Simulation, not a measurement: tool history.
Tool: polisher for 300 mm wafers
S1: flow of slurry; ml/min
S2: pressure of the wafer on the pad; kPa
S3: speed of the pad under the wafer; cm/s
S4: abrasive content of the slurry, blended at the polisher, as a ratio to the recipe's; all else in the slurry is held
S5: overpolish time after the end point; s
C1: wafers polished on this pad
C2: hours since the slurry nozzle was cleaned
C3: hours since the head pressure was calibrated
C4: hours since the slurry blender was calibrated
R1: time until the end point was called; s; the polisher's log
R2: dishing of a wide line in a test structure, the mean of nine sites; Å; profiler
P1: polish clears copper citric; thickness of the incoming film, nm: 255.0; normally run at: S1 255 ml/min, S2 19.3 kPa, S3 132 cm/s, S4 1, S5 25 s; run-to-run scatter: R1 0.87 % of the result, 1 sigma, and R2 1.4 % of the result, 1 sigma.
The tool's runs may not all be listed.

| run | hour | S1 | S2 | S3 | S4 | S5 | C1 | C2 | C3 | C4 | R1 | R2 |
|---|---|---|---|---|---|---|---|---|---|---|---|---|
| 1 | 2.9 | 255 | 19.3 | 132 | 1 | 25 | 825 | 485.6 | 685 | 58.2 | 107.84 | 421.29 |
| 2 | 6.4 | 255 | 19.3 | 132 | 0.55 | 25 | 853 | 489.1 | 688.5 | 61.7 | 122.95 | 376.73 |
| 3 | 12.2 | 255 | 19.3 | 132 | 1 | 25 | 898 | 494.9 | 694.3 | 67.5 | 107.07 | 420.66 |
| 4 | 16.1 | 255 | 13.8 | 132 | 1 | 25 | 928 | 498.8 | 698.2 | 71.4 | 148.67 | 311.9 |
| 5 | 21.8 | 255 | 19.3 | 132 | 1 | 50 | 973 | 504.5 | 703.9 | 77.1 | 106.04 | 750.9 |
| 6 | 25.4 | 255 | 19.3 | 196 | 1 | 25 | 1001 | 508.1 | 707.5 | 80.7 | 74.139 | 584.3 |
| 7 | 30.7 | 255 | 19.3 | 132 | 1 | 13 | 1042 | 513.4 | 712.8 | 86 | 107.47 | 239.19 |
| 8 | 35.4 | 255 | 19.3 | 66 | 1 | 25 | 1079 | 518.1 | 717.5 | 90.7 | 213.16 | 221.95 |
| 9 | 38.5 | 155 | 19.3 | 132 | 1 | 25 | 1103 | 521.2 | 720.6 | 93.8 | 115.78 | 396.23 |
| 10 | 42.4 | 255 | 19.3 | 132 | 1 | 25 | 1133 | 525.1 | 724.5 | 97.7 | 108.06 | 426.79 |
| 11 | 45 | 255 | 19.3 | 132 | 0.8 | 8 | 1154 | 527.7 | 727.1 | 100.3 | 113.26 | 144.84 |
| 12 | 49.1 | 255 | 19.3 | 132 | 1 | 25 | 1186 | 531.8 | 731.2 | 104.4 | 109.22 | 416.95 |
| 13 | 51.6 | 255 | 19.3 | 132 | 1 | 25 | 1205 | 534.3 | 733.7 | 106.9 | 108.05 | 418.91 |
| 14 | 55.4 | 320 | 19.3 | 132 | 1 | 25 | 1235 | 538.1 | 737.5 | 110.7 | 105.4 | 426.04 |
| 15 | 59.6 | 255 | 19.3 | 132 | 1.3 | 25 | 1268 | 542.3 | 741.7 | 114.9 | 103.01 | 443.47 |
| 16 | 64.3 | 255 | 26.9 | 132 | 1 | 25 | 1304 | 547 | 746.4 | 119.6 | 77.926 | 571.19 |
| 17 | 67.5 | 255 | 9.7 | 132 | 1 | 43 | 1329 | 550.2 | 749.6 | 122.8 | 214.3 | 355.98 |
| 18 | 71.3 | 255 | 19.3 | 132 | 1 | 25 | 1359 | 554 | 753.4 | 126.6 | 109.17 | 416.51 |
| 19 | 73.8 | 255 | 19.3 | 132 | 1 | 25 | 1378 | 556.5 | 755.9 | 129.1 | 109.64 | 409.21 |
| 20 | 77.3 | 255 | 19.3 | 132 | 1 | 25 | 1406 | 560 | 759.4 | 132.6 | 111.2 | 418.88 |
| 21 | 80.9 | 255 | 19.3 | 132 | 1 | 25 | 1434 | 563.6 | 763 | 136.2 | 112.04 | 399.18 |
| 22 | 85.6 | 255 | 19.3 | 132 | 1 | 25 | 1470 | 568.3 | 767.7 | 140.9 | 114.16 | 407.95 |
|  | 87 | slurry blender recalibrated |
|  | 89.4 | head pressure recalibrated |
| 23 | 90.9 | 255 | 19.3 | 132 | 1 | 25 | 1512 | 573.6 | 1.6 | 3.9 | 114.45 | 415.84 |
| 24 | 95.9 | 255 | 19.3 | 132 | 1 | 25 | 1551 | 578.6 | 6.6 | 8.9 | 114.49 | 410.16 |
| 25 | 98.7 | 255 | 19.3 | 132 | 1 | 25 | 1573 | 581.4 | 9.4 | 11.7 | 114.89 | 401.5 |
| 26 | 102.1 | 255 | 19.3 | 132 | 1 | 25 | 1599 | 584.8 | 12.8 | 15.1 | 115.04 | 395.58 |
| 27 | 106.5 | 255 | 19.3 | 132 | 1 | 25 | 1633 | 589.2 | 17.2 | 19.5 | 114.82 | 391.99 |
| 28 | 111 | 255 | 19.3 | 132 | 1 | 25 | 1669 | 593.7 | 21.7 | 24 | 115.62 | 397.17 |

What P1 gives has crept away from where it was. These 2 causes fit the log equally well, each at the size given:
A: slurry flow missing at the pad, % = 39
B: removal rate lost through wear of the pad, % = 6.44
The creep began at about hour 71.3.
Why every other cause is out:
head's pressure below its setpoint, %: serviced at hour 89.4, which brought nothing back
abrasive missing from the slurry, %: serviced at hour 87, which brought nothing back

4 check runs are offered, each on 3 wafers whose results are averaged, their results left as question marks. Which one tells the causes apart?
| check 1 | 115.5 | 255 | 19.3 | 196 | 1 | 47 |  |  |  |  | ? | ? |
| check 2 | 115.5 | 255 | 19.3 | 132 | 0.8 | 25 |  |  |  |  | ? | ? |
| check 3 | 115.5 | 155 | 19.3 | 172 | 1 | 25 |  |  |  |  | ? | ? |
| check 4 | 115.5 | 255 | 26.9 | 132 | 1 | 25 |  |  |  |  | ? | ? |

What each check would give under each cause:
| check | result | if A | if B |
|---|---|---|---|
| check 1 | R1 | 78.49 | 78.504 |
| check 1 | R2 | 880.55 | 880.45 |
| check 2 | R1 | 121.39 | 121.41 |
| check 2 | R2 | 380.04 | 379.98 |
| check 3 | R1 | 99.216 | 95.479 |
| check 3 | R2 | 452.14 | 467.09 |
| check 4 | R1 | 83.601 | 83.615 |
| check 4 | R2 | 533.66 | 533.59 |
How far apart the two closest causes lie, in the result that separates them most: check 1 0.02 %; check 2 0.02 %; check 3 3.84 %; check 4 0.02 %
Check 3 tells the causes apart: in the others they would give nearly the same result.

Then check 3 was run and gave: R1 99.058 s; R2 451.08 Å. Which cause is it?

It is A: slurry flow missing at the pad, %.
